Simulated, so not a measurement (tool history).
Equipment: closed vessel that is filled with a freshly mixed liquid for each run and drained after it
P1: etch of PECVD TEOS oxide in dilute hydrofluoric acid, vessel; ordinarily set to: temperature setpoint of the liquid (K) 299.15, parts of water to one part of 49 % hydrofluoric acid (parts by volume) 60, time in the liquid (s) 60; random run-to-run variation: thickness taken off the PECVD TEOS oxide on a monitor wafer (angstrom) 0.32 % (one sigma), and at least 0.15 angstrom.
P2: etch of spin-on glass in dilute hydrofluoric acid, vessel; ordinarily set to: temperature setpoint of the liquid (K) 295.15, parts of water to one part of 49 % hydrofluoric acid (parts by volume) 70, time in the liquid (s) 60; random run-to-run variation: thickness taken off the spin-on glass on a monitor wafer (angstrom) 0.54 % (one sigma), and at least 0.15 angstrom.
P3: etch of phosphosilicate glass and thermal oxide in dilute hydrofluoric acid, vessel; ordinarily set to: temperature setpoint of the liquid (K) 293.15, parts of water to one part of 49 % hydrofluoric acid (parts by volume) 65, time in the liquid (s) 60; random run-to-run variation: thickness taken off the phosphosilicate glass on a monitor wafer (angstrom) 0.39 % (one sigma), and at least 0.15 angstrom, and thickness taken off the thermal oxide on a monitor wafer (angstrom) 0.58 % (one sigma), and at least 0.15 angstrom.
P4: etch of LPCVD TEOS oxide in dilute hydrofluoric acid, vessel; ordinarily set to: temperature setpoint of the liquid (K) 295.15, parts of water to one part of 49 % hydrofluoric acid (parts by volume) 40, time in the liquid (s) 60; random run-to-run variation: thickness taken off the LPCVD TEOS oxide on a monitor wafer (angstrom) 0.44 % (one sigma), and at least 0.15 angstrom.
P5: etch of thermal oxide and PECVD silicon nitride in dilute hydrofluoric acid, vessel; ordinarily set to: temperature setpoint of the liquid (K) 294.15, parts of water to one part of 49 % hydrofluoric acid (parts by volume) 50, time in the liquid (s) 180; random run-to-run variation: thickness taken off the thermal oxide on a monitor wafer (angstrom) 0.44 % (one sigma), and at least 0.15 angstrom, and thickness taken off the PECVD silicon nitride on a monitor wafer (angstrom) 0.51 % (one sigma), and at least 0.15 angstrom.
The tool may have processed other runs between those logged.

run,hour,process that ran,temperature setpoint of the liquid (K),parts of water to one part of 49 % hydrofluoric acid (parts by volume),time in the liquid (s),hours since the thermometer was replaced,hours since the hydrofluoric acid flow meter was replaced,thickness taken off the PECVD TEOS oxide on a monitor wafer (angstrom),thickness taken off the phosphosilicate glass on a monitor wafer (angstrom),thickness taken off the thermal oxide on a monitor wafer (angstrom),thickness taken off the PECVD silicon nitride on a monitor wafer (angstrom),thickness taken off the LPCVD TEOS oxide on a monitor wafer (angstrom),thickness taken off the spin-on glass on a monitor wafer (angstrom)
1,12.4,P1,299.15,60,60,688.7,317.1,96.873,,,,,
2,24,P1,304.65,60,60,700.3,328.7,119.76,,,,,
3,32.2,P1,299.15,20,30,708.5,336.9,153.06,,,,,
4,50.9,P3,293.15,65,60,727.2,355.6,,1016.3,38.414,,,
# hour 52.7: hydrofluoric acid flow meter replaced
5,62.4,P1,299.15,60,60,738.7,9.7,96.925,,,,,
6,72.8,P1,299.15,60,60,749.1,20.1,96.907,,,,,
7,91.4,P3,293.15,105,60,767.7,38.7,,599.49,22.76,,,
8,102.4,P5,294.15,50,90,778.7,49.7,,,82.855,24.579,,
9,120.9,P1,299.15,60,60,797.2,68.2,96.941,,,,,
10,129.6,P1,299.15,60,60,805.9,76.9,96.748,,,,,
11,145.2,P4,295.15,70,60,821.5,92.5,,,,,232.8,
12,163.6,P3,290.15,65,60,839.9,110.9,,903.73,34.058,,,
13,178.6,P1,292.65,60,60,854.9,125.9,74.53,,,,,
14,186.7,P5,294.15,80,180,863,134,,,99.727,31.491,,
15,195.3,P2,295.15,70,60,871.6,142.6,,,,,,266.92
16,206.7,P4,300.65,40,60,883,154,,,,,533.72,
17,216.1,P1,299.15,20,60,892.4,163.4,307.96,,,,,
18,233,P1,299.15,60,60,909.3,180.3,96.175,,,,,
19,244.7,P2,295.15,70,30,921,192,,,,,,133.12
20,259.3,P5,290.15,50,180,935.6,206.6,,,139.41,37.478,,
21,273.7,P1,299.15,95,60,950,221,58.402,,,,,
22,282.7,P4,295.15,40,100,959,230,,,,,705.74,
23,298.3,P4,295.15,40,60,974.6,245.6,,,,,423.5,
24,309.7,P2,295.15,125,60,986,257,,,,,,140.29
25,321.8,P1,299.15,20,30,998.1,269.1,152.83,,,,,
26,330.3,P1,299.15,60,105,1006.6,277.6,168.89,,,,,
27,346.2,P1,293.15,25,60,1022.5,293.5,188.61,,,,,
28,359.1,P3,293.15,65,30,1035.4,306.4,,510.53,19.278,,,
# hour 365.3: thermometer replaced
29,375,P1,299.15,60,30,9.7,322.3,47.973,,,,,
30,388.1,P5,294.15,50,180,22.8,335.4,,,165.51,49.455,,
31,400.8,P2,295.15,70,60,35.5,348.1,,,,,,265.31
32,410.9,P5,294.15,50,180,45.6,358.2,,,165.56,49.8,,
33,423.2,P2,290.15,70,60,57.9,370.5,,,,,,216.2
34,436.9,P1,299.15,60,60,71.6,384.2,96.511,,,,,
35,445.2,P1,299.15,60,60,79.9,392.5,98.613,,,,,
36,458.4,P1,299.15,60,60,93.1,405.7,100.8,,,,,
37,471.8,P1,299.15,60,60,106.5,419.1,102.45,,,,,
38,488.7,P1,299.15,60,60,123.4,436,103.78,,,,,
39,501.5,P1,299.15,60,60,136.2,448.8,104.27,,,,,
40,510.8,P1,299.15,60,60,145.5,458.1,104.3,,,,,
41,519.3,P1,299.15,60,60,154,466.6,104.58,,,,,
42,535.7,P1,299.15,60,60,170.4,483,105.37,,,,,
43,554.4,P1,299.15,60,60,189.1,501.7,106.17,,,,,
44,572.1,P1,299.15,60,60,206.8,519.4,106.12,,,,,
45,588.1,P1,299.15,60,60,222.8,535.4,105.6,,,,,

Compared with where it was, what P1 gives has crept away. Each cause listed below fits the log as well as the rest, at the size given for it:
A: liquid hotter than its thermometer reads (K) = 2.35
B: hydrofluoric acid flow above the setpoint (%) = 9.04
The process output started creeping at around hour 436.9.

Which of the 4 check runs listed below separates the causes, so that each cause would produce a clearly different result? Each run uses one wafer, and its results are marked with question marks.
check 1,604.1,P5,290.15,50,180,,,,,?,?,,
check 2,604.1,P4,295.15,55,100,,,,,,,?,
check 3,604.1,P2,295.15,90,35,,,,,,,,?
check 4,604.1,P3,293.15,80,60,,,,?,?,,,

What every check run would give for each of its results, assuming each possible cause in turn:
check,result,if A,if B
check 1,thickness taken off the thermal oxide on a monitor wafer (angstrom),154.36,152.83
check 1,thickness taken off the PECVD silicon nitride on a monitor wafer (angstrom),44.213,40.745
check 2,thickness taken off the LPCVD TEOS oxide on a monitor wafer (angstrom),554.94,552.34
check 3,thickness taken off the spin-on glass on a monitor wafer (angstrom),129.73,129.86
check 4,thickness taken off the phosphosilicate glass on a monitor wafer (angstrom),897.25,894.89
check 4,thickness taken off the thermal oxide on a monitor wafer (angstrom),33.971,33.882
Separation of the two closest causes in each check, using whichever result separates them best: check 1 8.17 %; check 2 0.47 %; check 3 0.1 %; check 4 0.26 %
Only check 1 tells the causes apart: in the others they would give nearly the same result.

Running check 1 produced the following: thickness taken off the thermal oxide on a monitor wafer (angstrom) 153.67; thickness taken off the PECVD silicon nitride on a monitor wafer (angstrom) 40.393. Which one of the listed causes fits?

B is the cause: hydrofluoric acid flow above the setpoint (%).
